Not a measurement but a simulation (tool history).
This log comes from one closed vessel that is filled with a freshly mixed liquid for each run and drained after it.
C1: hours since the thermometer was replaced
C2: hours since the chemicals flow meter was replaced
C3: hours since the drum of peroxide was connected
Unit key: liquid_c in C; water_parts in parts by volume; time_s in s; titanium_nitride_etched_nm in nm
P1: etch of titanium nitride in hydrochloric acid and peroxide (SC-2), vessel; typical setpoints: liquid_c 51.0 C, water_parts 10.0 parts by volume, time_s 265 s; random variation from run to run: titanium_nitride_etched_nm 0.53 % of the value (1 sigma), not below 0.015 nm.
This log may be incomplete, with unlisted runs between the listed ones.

Run 1, day 0.638: liquid_c 51.0 C, water_parts 10.0 parts by volume, time_s 265 s; C1 732.0; C2 1202.9; C3 566.9. Result: titanium_nitride_etched_nm 7.8694 nm.
Run 2, day 1.138: liquid_c 51.0 C, water_parts 10.0 parts by volume, time_s 265 s; C1 744.0; C2 1214.9; C3 578.9. Result: titanium_nitride_etched_nm 7.7470 nm.
Run 3, day 1.458: liquid_c 51.0 C, water_parts 10.0 parts by volume, time_s 265 s; C1 751.7; C2 1222.6; C3 586.6. Result: titanium_nitride_etched_nm 7.8308 nm.
Run 4, day 1.771: liquid_c 51.0 C, water_parts 10.0 parts by volume, time_s 135 s; C1 759.2; C2 1230.1; C3 594.1. Result: titanium_nitride_etched_nm 4.0399 nm.
Run 5, day 2.054: liquid_c 51.0 C, water_parts 10.0 parts by volume, time_s 265 s; C1 766.0; C2 1236.9; C3 600.9. Result: titanium_nitride_etched_nm 7.9242 nm.
Run 6, day 2.500: liquid_c 51.0 C, water_parts 16.0 parts by volume, time_s 265 s; C1 776.7; C2 1247.6; C3 611.6. Result: titanium_nitride_etched_nm 5.1973 nm.
Run 7, day 2.800: liquid_c 51.0 C, water_parts 4.0 parts by volume, time_s 265 s; C1 783.9; C2 1254.8; C3 618.8. Result: titanium_nitride_etched_nm 15.6740 nm.
Run 8, day 3.117: liquid_c 36.5 C, water_parts 10.0 parts by volume, time_s 420 s; C1 791.5; C2 1262.4; C3 626.4. Result: titanium_nitride_etched_nm 4.5116 nm.
Run 9, day 3.729: liquid_c 67.5 C, water_parts 10.0 parts by volume, time_s 265 s; C1 806.2; C2 1277.1; C3 641.1. Result: titanium_nitride_etched_nm 21.9420 nm.
Run 10, day 4.212: liquid_c 51.0 C, water_parts 10.0 parts by volume, time_s 265 s; C1 817.8; C2 1288.7; C3 652.7. Result: titanium_nitride_etched_nm 7.8370 nm.
Run 11, day 4.788: liquid_c 51.0 C, water_parts 10.0 parts by volume, time_s 395 s; C1 831.6; C2 1302.5; C3 666.5. Result: titanium_nitride_etched_nm 11.6540 nm.
Run 12, day 5.304: liquid_c 37.0 C, water_parts 4.0 parts by volume, time_s 265 s; C1 844.0; C2 1314.9; C3 678.9. Result: titanium_nitride_etched_nm 5.9140 nm.
Run 13, day 5.821: liquid_c 51.0 C, water_parts 17.5 parts by volume, time_s 90 s; C1 856.4; C2 1327.3; C3 691.3. Result: titanium_nitride_etched_nm 1.6440 nm.
Run 14, day 6.158: liquid_c 51.0 C, water_parts 10.0 parts by volume, time_s 265 s; C1 864.5; C2 1335.4; C3 699.4. Result: titanium_nitride_etched_nm 7.8808 nm.
Run 15, day 6.662: liquid_c 35.0 C, water_parts 10.0 parts by volume, time_s 265 s; C1 876.6; C2 1347.5; C3 711.5. Result: titanium_nitride_etched_nm 2.5664 nm.
Run 16, day 6.979: liquid_c 51.0 C, water_parts 10.0 parts by volume, time_s 265 s; C1 884.2; C2 1355.1; C3 719.1. Result: titanium_nitride_etched_nm 7.7988 nm.
Run 17, day 7.438: liquid_c 51.0 C, water_parts 10.0 parts by volume, time_s 265 s; C1 895.2; C2 1366.1; C3 730.1. Result: titanium_nitride_etched_nm 8.0443 nm.
Run 18, day 8.021: liquid_c 51.0 C, water_parts 10.0 parts by volume, time_s 265 s; C1 909.2; C2 1380.1; C3 744.1. Result: titanium_nitride_etched_nm 8.1826 nm.
Run 19, day 8.450: liquid_c 51.0 C, water_parts 10.0 parts by volume, time_s 265 s; C1 919.5; C2 1390.4; C3 754.4. Result: titanium_nitride_etched_nm 8.2730 nm.
Run 20, day 8.900: liquid_c 51.0 C, water_parts 10.0 parts by volume, time_s 265 s; C1 930.3; C2 1401.2; C3 765.2. Result: titanium_nitride_etched_nm 8.4371 nm.
Run 21, day 9.529: liquid_c 51.0 C, water_parts 10.0 parts by volume, time_s 265 s; C1 945.4; C2 1416.3; C3 780.3. Result: titanium_nitride_etched_nm 8.4046 nm.

The next listed run, before its measurement:
Run 22, day 10.004: liquid_c 51.0 C, water_parts 10.0 parts by volume, time_s 265 s; C1 956.8; C2 1427.7; C3 791.7. Result: titanium_nitride_etched_nm ?.

titanium_nitride_etched_nm: 8.5135 nm
